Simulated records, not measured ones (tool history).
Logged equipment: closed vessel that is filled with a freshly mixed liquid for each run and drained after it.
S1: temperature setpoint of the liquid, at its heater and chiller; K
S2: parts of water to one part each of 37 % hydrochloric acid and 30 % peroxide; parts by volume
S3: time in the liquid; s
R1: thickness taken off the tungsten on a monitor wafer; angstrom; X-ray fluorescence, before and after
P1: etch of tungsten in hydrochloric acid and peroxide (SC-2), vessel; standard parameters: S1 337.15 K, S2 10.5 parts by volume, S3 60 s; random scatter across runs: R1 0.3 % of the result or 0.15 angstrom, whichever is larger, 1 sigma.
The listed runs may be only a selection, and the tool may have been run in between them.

run	day	S1	S2	S3	R1
1	0.317	337.15	10.5	60	214.340
2	0.525	337.15	19.0	60	127.950
# day 0.592: chemicals flow meter replaced
3	0.688	337.15	10.5	60	215.290
4	0.892	321.65	10.5	60	79.252
5	1.121	337.15	10.5	60	215.760
6	1.325	337.15	10.5	60	215.200
7	1.567	345.15	10.5	90	521.440
8	1.850	337.15	10.5	120	430.260
9	2.125	337.15	10.5	30	107.470
10	2.271	337.15	4.0	60	447.150
11	2.412	337.15	10.5	60	215.670
12	2.592	337.15	10.5	60	215.890
13	2.900	345.15	10.5	60	348.920
14	3.171	328.15	16.0	60	84.952
15	3.312	337.15	10.5	60	215.290
16	3.542	337.15	10.5	60	220.690
17	3.821	337.15	10.5	60	223.960
18	4.029	337.15	10.5	60	227.980
19	4.296	337.15	10.5	60	229.060
20	4.617	337.15	10.5	60	230.010
21	4.825	337.15	10.5	60	230.270
22	5.117	337.15	10.5	60	230.890

Run 23 has not been measured yet. What should we expect?
23	5.342	337.15	10.5	60	?

{"run 23": {"R1": 231.56}}

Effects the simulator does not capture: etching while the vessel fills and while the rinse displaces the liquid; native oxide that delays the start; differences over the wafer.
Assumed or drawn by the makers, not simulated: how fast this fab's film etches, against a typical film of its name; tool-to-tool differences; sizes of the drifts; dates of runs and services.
